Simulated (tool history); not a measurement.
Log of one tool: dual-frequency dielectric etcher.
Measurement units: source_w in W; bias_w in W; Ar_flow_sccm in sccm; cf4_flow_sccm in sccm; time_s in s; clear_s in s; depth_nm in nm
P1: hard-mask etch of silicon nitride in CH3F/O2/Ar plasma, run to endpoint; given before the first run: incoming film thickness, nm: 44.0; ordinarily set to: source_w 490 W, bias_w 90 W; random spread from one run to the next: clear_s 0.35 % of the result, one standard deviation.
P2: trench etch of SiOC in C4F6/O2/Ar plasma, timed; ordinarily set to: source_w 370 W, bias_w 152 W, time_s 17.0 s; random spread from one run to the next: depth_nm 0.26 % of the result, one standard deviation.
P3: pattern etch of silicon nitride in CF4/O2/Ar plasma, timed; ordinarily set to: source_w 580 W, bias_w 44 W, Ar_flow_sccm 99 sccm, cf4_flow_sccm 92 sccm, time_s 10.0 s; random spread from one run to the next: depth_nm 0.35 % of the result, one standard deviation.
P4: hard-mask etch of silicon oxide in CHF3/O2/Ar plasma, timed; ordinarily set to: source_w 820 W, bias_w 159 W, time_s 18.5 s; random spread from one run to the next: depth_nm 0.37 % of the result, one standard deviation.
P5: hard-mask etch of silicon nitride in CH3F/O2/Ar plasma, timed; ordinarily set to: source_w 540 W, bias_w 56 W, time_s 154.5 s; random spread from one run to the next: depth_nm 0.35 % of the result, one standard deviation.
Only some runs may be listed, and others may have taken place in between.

run	day	process	source_w	bias_w	Ar_flow_sccm	cf4_flow_sccm	time_s	clear_s	depth_nm
1	0.246	P1	490	90				54.953	
2	0.579	P3	580	44	99	92	10.0		20.030
3	0.879	P1	590	116				46.822	
4	1.154	P2	370	95			17.0		28.212
5	1.392	P3	770	44	99	92	10.0		25.570
6	1.750	P5	540	56			194.5		131.630
7	1.979	P5	540	56			154.5		104.510
8	2.317	P3	580	44	99	92	10.0		20.062
9	2.688	P3	580	44	99	92	7.5		15.046
10	3.067	P2	370	152			17.0		32.314
11	3.417	P1	490	117				50.270	
12	3.688	P4	820	106			18.5		34.954
13	4.088	P2	220	152			17.0		26.297
14	4.371	P4	1090	159			18.5		44.114
15	4.704	P3	580	44	136	92	10.0		19.134
16	4.908	P1	490	90				54.981	
17	5.233	P3	580	30	99	92	10.0		17.577
18	5.650	P1	620	90				50.190	
19	6.092	P4	820	159			11.0		23.533
20	6.542	P5	730	56			154.5		118.490
21	6.804	P1	330	90				63.678	
22	7.200	P3	580	44	99	73	10.0		19.472
23	7.642	P4	820	159			18.5		39.731
24	7.917	P2	370	152			17.0		32.234
25	8.204	P4	820	159			18.5		39.394
26	8.488	P1	490	90				54.983	
27	8.825	P1	490	90				54.785	
28	9.192	P5	540	77			154.5		116.080
29	9.392	P1	490	63				61.996	
30	9.612	P2	370	152			12.0		22.900
31	9.858	P1	670	68				53.614	
32	10.233	P1	490	90				54.940	
33	10.488	P1	490	90				55.499	
34	10.750	P1	490	90				55.565	
35	11.146	P1	490	90				55.741	
36	11.358	P1	490	90				56.071	
37	11.746	P1	490	90				56.137	
# day 11.942: wet clean of the chamber
38	12.025	P1	490	90				55.829	
39	12.308	P1	490	90				56.102	
40	12.604	P1	490	90				56.300	
41	12.888	P1	490	90				56.041	
42	13.188	P1	490	90				56.028	

P1 has crept away from where it was. The log is fitted equally well by each of these 2 causes, at the sizes shown:
A: bias power that arrives under what is set, % = 4.84
B: source power that arrives under what is set, % = 4.55
At approximately day 10.233, the process output began to creep.
All other causes, with the reason each is excluded:
chamber walls in a state that lowers the etch rate, %: maintenance at day 11.942, after the shift began, did not return the process to its former output

Of the 4 check runs below, each run on 2 wafers with the results averaged and each result still a question mark, which one would tell the listed causes apart?
check 1	13.488	P3	750	44	116	92	10.0		?
check 2	13.488	P5	620	56			154.5		?
check 3	13.488	P4	820	122			13.5		?
check 4	13.488	P2	260	152			17.0		?

What each check would give under each cause:
check	result	if A	if B
check 1	depth_nm	24.100	23.557
check 2	depth_nm	109.040	108.720
check 3	depth_nm	26.141	26.048
check 4	depth_nm	27.723	27.651
Per check, the gap between the least separated pair of causes, taken in the result that splits them most: check 1 2.28 %; check 2 0.29 %; check 3 0.36 %; check 4 0.26 %
Check 1 tells the causes apart: in the others they would give nearly the same result.

Check 1 was carried out, with these results: depth_nm 23.472 nm. Which of the listed causes is responsible?

B is the cause: source power that arrives under what is set, %.

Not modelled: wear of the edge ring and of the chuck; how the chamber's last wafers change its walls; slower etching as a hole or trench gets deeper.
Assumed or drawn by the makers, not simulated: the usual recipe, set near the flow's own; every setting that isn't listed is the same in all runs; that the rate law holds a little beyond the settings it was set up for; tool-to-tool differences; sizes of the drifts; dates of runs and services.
